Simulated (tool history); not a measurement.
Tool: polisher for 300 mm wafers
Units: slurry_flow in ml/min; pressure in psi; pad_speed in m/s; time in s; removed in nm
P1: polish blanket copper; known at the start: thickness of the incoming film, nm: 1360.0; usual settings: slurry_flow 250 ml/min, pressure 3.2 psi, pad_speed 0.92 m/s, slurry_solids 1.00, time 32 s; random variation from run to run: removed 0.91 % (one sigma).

run,day,slurry_flow,pressure,pad_speed,slurry_solids,time,removed
1,0.129,250,3.2,0.92,1.00,32,87.535
2,0.292,250,3.2,0.92,1.00,32,88.290
3,0.479,250,3.2,0.92,1.00,32,87.146
4,0.650,250,3.2,0.92,1.45,32,93.357
# day 0.683: slurry nozzle cleaned
5,0.838,250,3.2,0.92,1.00,32,86.271
6,1.004,150,3.2,0.92,1.00,32,81.768
7,1.121,250,3.2,0.92,1.00,23,61.648
8,1.262,250,4.9,0.92,1.00,32,134.990
9,1.454,250,3.2,1.42,1.00,32,133.870
10,1.550,250,3.2,0.50,1.00,32,47.280
11,1.654,250,2.2,0.92,0.80,32,57.531
12,1.796,250,1.6,0.92,1.00,32,43.757
13,1.967,250,3.2,0.92,0.55,32,77.144
# day 2.125: slurry blender recalibrated
14,2.158,250,3.2,0.92,1.00,46,124.100
15,2.279,250,3.2,0.92,1.00,32,87.316
16,2.438,340,3.2,0.92,1.00,32,89.034
17,2.529,250,3.2,0.92,1.00,32,87.858
18,2.675,250,3.2,0.92,1.00,32,85.249
19,2.850,250,3.2,0.92,1.00,32,84.968
20,3.017,250,3.2,0.92,1.00,32,82.954
# day 3.096: head pressure recalibrated
21,3.158,250,3.2,0.92,1.00,32,83.312
22,3.254,250,3.2,0.92,1.00,32,82.376
# day 3.271: worn pad replaced by a new one
23,3.433,250,3.2,0.92,1.00,32,82.466
24,3.575,250,3.2,0.92,1.00,32,83.178
25,3.688,250,3.2,0.92,1.00,32,83.511

What P1 gives has crept away from where it was. These 2 causes fit the log equally well, each at the size given:
A: abrasive missing from the slurry, % = 21.8
B: slurry flow missing at the pad, % = 32.9
The creep began at about day 2.529.
Why every other cause is out:
removal rate lost through wear of the pad, %: serviced at day 3.271, which brought nothing back
head's pressure below its setpoint, %: serviced at day 3.096, which brought nothing back

4 check runs are offered, each on 5 wafers whose results are averaged, their results left as question marks. Which one tells the causes apart?
check 1,3.800,305,3.2,1.18,1.00,32,?
check 2,3.800,150,3.2,0.92,1.00,32,?
check 3,3.800,250,3.2,1.22,1.25,32,?
check 4,3.800,250,2.0,0.58,1.00,32,?

What each check would give under each cause:
check,result,if A,if B
check 1,removed,108.360,109.340
check 2,removed,77.248,74.873
check 3,removed,115.180,115.350
check 4,removed,32.651,32.653
How far apart the two closest causes lie, in the result that separates them most: check 1 0.9 %; check 2 3.12 %; check 3 0.15 %; check 4 0.01 %
Only check 2 tells the causes apart: in the others they would give nearly the same result.

Check 2 was then run and gave: removed 74.888 nm. Which cause is it?

It is B: slurry flow missing at the pad, %.
